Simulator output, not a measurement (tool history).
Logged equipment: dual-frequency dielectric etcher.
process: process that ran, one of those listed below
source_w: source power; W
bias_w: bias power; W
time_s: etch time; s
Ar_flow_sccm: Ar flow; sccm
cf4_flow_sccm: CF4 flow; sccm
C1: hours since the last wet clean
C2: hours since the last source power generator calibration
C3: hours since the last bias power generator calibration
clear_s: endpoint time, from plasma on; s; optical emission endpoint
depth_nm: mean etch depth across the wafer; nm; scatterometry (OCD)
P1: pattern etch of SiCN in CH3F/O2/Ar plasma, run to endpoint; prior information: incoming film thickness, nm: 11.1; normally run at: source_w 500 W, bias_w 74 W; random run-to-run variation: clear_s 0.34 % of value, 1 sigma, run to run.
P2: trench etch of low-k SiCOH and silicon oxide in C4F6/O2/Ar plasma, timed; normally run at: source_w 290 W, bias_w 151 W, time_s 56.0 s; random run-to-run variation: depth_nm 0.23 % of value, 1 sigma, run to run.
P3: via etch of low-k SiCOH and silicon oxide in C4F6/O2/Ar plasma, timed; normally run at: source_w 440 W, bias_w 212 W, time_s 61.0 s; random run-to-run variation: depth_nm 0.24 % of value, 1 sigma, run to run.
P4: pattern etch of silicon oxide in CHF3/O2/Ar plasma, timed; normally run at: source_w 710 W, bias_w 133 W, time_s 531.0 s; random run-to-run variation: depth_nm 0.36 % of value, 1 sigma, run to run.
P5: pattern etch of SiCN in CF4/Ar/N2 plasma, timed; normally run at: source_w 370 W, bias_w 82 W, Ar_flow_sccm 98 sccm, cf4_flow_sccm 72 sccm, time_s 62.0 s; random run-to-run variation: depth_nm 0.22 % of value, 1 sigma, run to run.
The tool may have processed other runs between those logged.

run 1 hour=10.6 | process=P1 source_w=500 bias_w=74 | C1=262.0 C2=3226.0 C3=1576.0 | clear_s=26.952
run 2 hour=27.2 | process=P4 source_w=710 bias_w=133 time_s=336.5 | C1=278.6 C2=3242.6 C3=1592.6 | depth_nm=648.340
run 3 hour=36.9 | process=P2 source_w=290 bias_w=151 time_s=56.0 | C1=288.3 C2=3252.3 C3=1602.3 | depth_nm=157.390
run 4 hour=46.9 | process=P5 source_w=370 bias_w=82 time_s=62.0 Ar_flow_sccm=136 cf4_flow_sccm=72 | C1=298.3 C2=3262.3 C3=1612.3 | depth_nm=46.623
run 5 hour=60.2 | process=P2 source_w=290 bias_w=151 time_s=56.0 | C1=311.6 C2=3275.6 C3=1625.6 | depth_nm=156.800
-- hour=74.3 wet clean of the chamber
run 6 hour=76.4 | process=P4 source_w=1000 bias_w=133 time_s=531.0 | C1=2.2 C2=3291.8 C3=1641.8 | depth_nm=1170.000
run 7 hour=83.8 | process=P4 source_w=710 bias_w=163 time_s=531.0 | C1=9.6 C2=3299.2 C3=1649.2 | depth_nm=1093.600
run 8 hour=95.4 | process=P5 source_w=370 bias_w=82 time_s=62.0 Ar_flow_sccm=98 cf4_flow_sccm=72 | C1=21.2 C2=3310.8 C3=1660.8 | depth_nm=49.208
run 9 hour=110.4 | process=P3 source_w=440 bias_w=148 time_s=61.0 | C1=36.2 C2=3325.8 C3=1675.8 | depth_nm=152.920
run 10 hour=123.4 | process=P2 source_w=180 bias_w=151 time_s=56.0 | C1=49.2 C2=3338.8 C3=1688.8 | depth_nm=130.800
run 11 hour=135.9 | process=P3 source_w=440 bias_w=212 time_s=88.0 | C1=61.7 C2=3351.3 C3=1701.3 | depth_nm=246.080
run 12 hour=148.7 | process=P1 source_w=500 bias_w=74 | C1=74.5 C2=3364.1 C3=1714.1 | clear_s=26.999
run 13 hour=157.0 | process=P3 source_w=260 bias_w=212 time_s=61.0 | C1=82.8 C2=3372.4 C3=1722.4 | depth_nm=139.870
run 14 hour=170.6 | process=P1 source_w=500 bias_w=74 | C1=96.4 C2=3386.0 C3=1736.0 | clear_s=26.997
run 15 hour=179.3 | process=P2 source_w=290 bias_w=201 time_s=56.0 | C1=105.1 C2=3394.7 C3=1744.7 | depth_nm=171.810
run 16 hour=194.3 | process=P1 source_w=690 bias_w=74 | C1=120.1 C2=3409.7 C3=1759.7 | clear_s=23.850
run 17 hour=207.9 | process=P1 source_w=320 bias_w=99 | C1=133.7 C2=3423.3 C3=1773.3 | clear_s=28.625
run 18 hour=223.4 | process=P3 source_w=440 bias_w=212 time_s=61.0 | C1=149.2 C2=3438.8 C3=1788.8 | depth_nm=170.630
run 19 hour=239.5 | process=P5 source_w=450 bias_w=82 time_s=62.0 Ar_flow_sccm=98 cf4_flow_sccm=72 | C1=165.3 C2=3454.9 C3=1804.9 | depth_nm=58.037
run 20 hour=247.2 | process=P5 source_w=370 bias_w=109 time_s=62.0 Ar_flow_sccm=98 cf4_flow_sccm=72 | C1=173.0 C2=3462.6 C3=1812.6 | depth_nm=54.286
run 21 hour=255.8 | process=P5 source_w=370 bias_w=82 time_s=62.0 Ar_flow_sccm=98 cf4_flow_sccm=48 | C1=181.6 C2=3471.2 C3=1821.2 | depth_nm=46.142
run 22 hour=270.0 | process=P2 source_w=290 bias_w=151 time_s=80.5 | C1=195.8 C2=3485.4 C3=1835.4 | depth_nm=225.750
run 23 hour=277.4 | process=P1 source_w=500 bias_w=55 | C1=203.2 C2=3492.8 C3=1842.8 | clear_s=29.788
run 24 hour=289.3 | process=P1 source_w=310 bias_w=58 | C1=215.1 C2=3504.7 C3=1854.7 | clear_s=35.183
run 25 hour=304.0 | process=P5 source_w=370 bias_w=82 time_s=83.5 Ar_flow_sccm=98 cf4_flow_sccm=72 | C1=229.8 C2=3519.4 C3=1869.4 | depth_nm=65.795
run 26 hour=320.9 | process=P1 source_w=500 bias_w=74 | C1=246.7 C2=3536.3 C3=1886.3 | clear_s=26.991
run 27 hour=330.0 | process=P4 source_w=710 bias_w=133 time_s=531.0 | C1=255.8 C2=3545.4 C3=1895.4 | depth_nm=1027.200
run 28 hour=343.4 | process=P1 source_w=380 bias_w=74 | C1=269.2 C2=3558.8 C3=1908.8 | clear_s=29.956
run 29 hour=353.2 | process=P1 source_w=500 bias_w=103 | C1=279.0 C2=3568.6 C3=1918.6 | clear_s=23.918
run 30 hour=362.5 | process=P1 source_w=500 bias_w=74 | C1=288.3 C2=3577.9 C3=1927.9 | clear_s=27.061
run 31 hour=377.9 | process=P1 source_w=500 bias_w=74 | C1=303.7 C2=3593.3 C3=1943.3 | clear_s=26.955
run 32 hour=387.9 | process=P1 source_w=500 bias_w=74 | C1=313.7 C2=3603.3 C3=1953.3 | clear_s=27.114
run 33 hour=402.8 | process=P1 source_w=500 bias_w=74 | C1=328.6 C2=3618.2 C3=1968.2 | clear_s=27.190
run 34 hour=414.9 | process=P1 source_w=500 bias_w=74 | C1=340.7 C2=3630.3 C3=1980.3 | clear_s=27.529
run 35 hour=425.0 | process=P1 source_w=500 bias_w=74 | C1=350.8 C2=3640.4 C3=1990.4 | clear_s=27.384
run 36 hour=440.1 | process=P1 source_w=500 bias_w=74 | C1=365.9 C2=3655.5 C3=2005.5 | clear_s=27.528
-- hour=449.6 wet clean of the chamber
run 37 hour=456.2 | process=P1 source_w=500 bias_w=74 | C1=6.6 C2=3671.6 C3=2021.6 | clear_s=27.528
run 38 hour=468.4 | process=P1 source_w=500 bias_w=74 | C1=18.8 C2=3683.8 C3=2033.8 | clear_s=27.464
run 39 hour=476.0 | process=P1 source_w=500 bias_w=74 | C1=26.4 C2=3691.4 C3=2041.4 | clear_s=27.524

P1 has crept away from where it was. The log is fitted equally well by each of these 2 causes, at the sizes shown:
A: source power that arrives under what is set, % = 4.44
B: bias power that arrives under what is set, % = 4.81
At approximately hour 377.9, the process output began to creep.
Ruled out, with reasons:
chamber walls in a state that lowers the etch rate, %: was serviced at hour 449.6, once the creep was under way, yet the earlier output never came back

Which of the 4 check runs listed below separates the causes, so that each cause would produce a clearly different result? Each run uses one wafer, and its results are marked with question marks.
run check 1 hour=483.6 | process=P2 source_w=180 bias_w=151 time_s=80.0 | depth_nm=?
run check 2 hour=483.6 | process=P4 source_w=1000 bias_w=133 time_s=436.5 | depth_nm=?
run check 3 hour=483.6 | process=P3 source_w=440 bias_w=158 time_s=86.5 | depth_nm=?
run check 4 hour=483.6 | process=P5 source_w=430 bias_w=82 time_s=62.0 Ar_flow_sccm=98 cf4_flow_sccm=72 | depth_nm=?

Outcome of each check run for each possible cause:
check=check_1 result=depth_nm if_A=183.240 if_B=183.560
check=check_2 result=depth_nm if_A=945.400 if_B=948.360
check=check_3 result=depth_nm if_A=217.310 if_B=217.950
check=check_4 result=depth_nm if_A=53.585 if_B=54.797
Per check, the gap between the least separated pair of causes, taken in the result that splits them most: check 1 0.17 %; check 2 0.31 %; check 3 0.29 %; check 4 2.24 %
Check 4 is the one run that separates the causes; every other check would come out nearly the same whichever cause is at work.

Check 4 has now been run. It gave: depth_nm 54.798 nm. Which of the candidate causes is it?

B is the cause: bias power that arrives under what is set, %.
